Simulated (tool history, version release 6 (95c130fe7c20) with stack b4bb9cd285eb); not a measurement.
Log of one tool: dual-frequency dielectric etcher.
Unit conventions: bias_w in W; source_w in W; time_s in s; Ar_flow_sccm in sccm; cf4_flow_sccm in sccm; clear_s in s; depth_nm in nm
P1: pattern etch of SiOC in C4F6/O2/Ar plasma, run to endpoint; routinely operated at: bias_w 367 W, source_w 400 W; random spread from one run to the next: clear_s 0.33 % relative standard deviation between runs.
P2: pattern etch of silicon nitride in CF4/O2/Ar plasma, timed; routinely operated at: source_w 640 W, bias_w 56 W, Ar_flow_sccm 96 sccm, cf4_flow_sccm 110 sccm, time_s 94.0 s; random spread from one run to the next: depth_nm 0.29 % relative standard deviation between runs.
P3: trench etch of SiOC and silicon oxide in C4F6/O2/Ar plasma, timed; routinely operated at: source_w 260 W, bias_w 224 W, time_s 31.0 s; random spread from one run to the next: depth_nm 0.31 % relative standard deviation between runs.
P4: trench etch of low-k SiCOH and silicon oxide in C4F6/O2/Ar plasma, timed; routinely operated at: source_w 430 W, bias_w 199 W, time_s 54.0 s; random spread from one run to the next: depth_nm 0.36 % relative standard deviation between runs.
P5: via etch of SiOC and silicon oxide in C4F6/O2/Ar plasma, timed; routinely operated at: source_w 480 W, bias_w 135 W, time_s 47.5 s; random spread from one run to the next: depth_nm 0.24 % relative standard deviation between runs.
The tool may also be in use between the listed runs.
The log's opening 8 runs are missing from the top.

run   hour  process  bias_w  source_w  time_s  Ar_flow_sccm  cf4_flow_sccm  hours since the last wet clean  hours since the last bias power generator calibration  hours since the last source power generator calibration  clear_s  depth_nm
  9   81.6       P1     367       400                                                                419.6                                                 2490.1                                                   2246.3   16.312
 10   87.3       P5     135       480    27.5                                                        425.3                                                 2495.8                                                   2252.0             31.610
 11   97.4       P1     277       330                                                                435.4                                                 2505.9                                                   2262.1   19.306
 12  107.6       P2      56       450    94.0            96            110                           445.6                                                 2516.1                                                   2272.3            170.330
 13  119.2       P2      56       640    94.0            96            110                           457.2                                                 2527.7                                                   2283.9            231.810
 14  127.5       P1     367       400                                                                465.5                                                 2536.0                                                   2292.2   16.256
 15  136.2       P5     160       480    47.5                                                        474.2                                                 2544.7                                                   2300.9             57.137
 16  142.1       P4     199       430    54.0                                                        480.1                                                 2550.6                                                   2306.8            188.620
 17  152.6       P1     367       400                                                                490.6                                                 2561.1                                                   2317.3   16.369
 18  160.6       P1     367       260                                                                498.6                                                 2569.1                                                   2325.3   19.106
 19  168.4       P1     512       400                                                                506.4                                                 2576.9                                                   2333.1   14.386
 20  175.4       P1     231       330                                                                513.4                                                 2583.9                                                   2340.1   20.381
 21  185.3       P2      56       640    94.0           130            110                           523.3                                                 2593.8                                                   2350.0            222.770
 22  190.5       P5     135       600    47.5                                                        528.5                                                 2599.0                                                   2355.2             59.302
 23  200.7       P3     224       200    31.0                                                        538.7                                                 2609.2                                                   2365.4             50.712
 24  210.2       P5     135       480    47.5                                                        548.2                                                 2618.7                                                   2374.9             54.242
 25  221.6       P4     199       430    54.0                                                        559.6                                                 2630.1                                                   2386.3            187.860
 26  229.5       P3     224       260    20.0                                                        567.5                                                 2638.0                                                   2394.2             35.780
 27  234.9       P1     367       400                                                                572.9                                                 2643.4                                                   2399.6   16.272
     239.2  -- wet clean of the chamber
 28  244.9       P3     176       260    31.0                                                          5.7                                                 2653.4                                                   2409.6             51.140

Run 29, settings as shown, results not yet in. Your forecast:
 29  251.3       P3     224       260    31.0                                                         12.1                                                 2659.8                                                   2416.0                  ?

{"run 29": {"depth_nm": 55.463}}
